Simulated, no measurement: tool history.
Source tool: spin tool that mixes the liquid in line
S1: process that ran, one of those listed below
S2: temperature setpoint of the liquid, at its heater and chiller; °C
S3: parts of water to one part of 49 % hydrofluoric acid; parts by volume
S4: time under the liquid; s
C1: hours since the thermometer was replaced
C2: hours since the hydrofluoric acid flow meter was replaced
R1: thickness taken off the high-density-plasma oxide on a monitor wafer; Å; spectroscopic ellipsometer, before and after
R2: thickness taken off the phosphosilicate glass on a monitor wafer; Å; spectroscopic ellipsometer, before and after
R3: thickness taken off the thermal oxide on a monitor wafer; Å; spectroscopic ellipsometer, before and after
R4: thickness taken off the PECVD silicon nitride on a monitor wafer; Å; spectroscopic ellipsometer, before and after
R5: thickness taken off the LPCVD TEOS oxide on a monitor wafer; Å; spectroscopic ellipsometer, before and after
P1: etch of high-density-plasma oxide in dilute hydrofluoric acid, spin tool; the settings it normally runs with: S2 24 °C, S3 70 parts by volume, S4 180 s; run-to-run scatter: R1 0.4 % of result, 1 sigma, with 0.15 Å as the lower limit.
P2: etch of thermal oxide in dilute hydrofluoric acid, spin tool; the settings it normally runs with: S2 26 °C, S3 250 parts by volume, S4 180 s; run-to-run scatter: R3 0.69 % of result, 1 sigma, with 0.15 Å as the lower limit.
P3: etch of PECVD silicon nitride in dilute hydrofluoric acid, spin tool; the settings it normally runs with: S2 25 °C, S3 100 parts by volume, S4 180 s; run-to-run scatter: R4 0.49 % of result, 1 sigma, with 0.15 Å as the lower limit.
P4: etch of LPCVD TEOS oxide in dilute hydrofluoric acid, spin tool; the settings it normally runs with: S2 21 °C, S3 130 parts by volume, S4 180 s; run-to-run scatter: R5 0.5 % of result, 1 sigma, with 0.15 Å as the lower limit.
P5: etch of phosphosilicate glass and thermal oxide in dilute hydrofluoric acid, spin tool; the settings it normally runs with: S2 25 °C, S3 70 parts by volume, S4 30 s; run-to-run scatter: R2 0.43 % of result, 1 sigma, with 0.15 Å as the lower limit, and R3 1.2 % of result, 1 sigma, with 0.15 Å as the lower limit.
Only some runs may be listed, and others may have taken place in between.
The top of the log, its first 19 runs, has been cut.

run    day  S1  S2   S3   S4    C1     C2      R1  R2      R3      R4      R5
 20  3.292  P2  26  250  335   4.9  548.8              58.638
 21  3.475  P1  24   70   70   9.3  553.2  93.549
 22  3.675  P4  21  130  180  14.1    558                              277.28
 23  3.829  P3  25  100  180  17.8  561.7                      59.007
 24  3.967  P2  32  250  180  21.1    565              39.192
 25  4.167  P1  24   70  280  25.9  569.8  375.88
 26  4.312  P1  24   70  180  29.4  573.3  239.97
 27    4.5  P1  24   70  180  33.9  577.8  240.33

Run 28 is up next; what results do you expect?
 28  4.683  P1  17.5  70  180  38.3  582.2   ?

R1: 182.89 Å
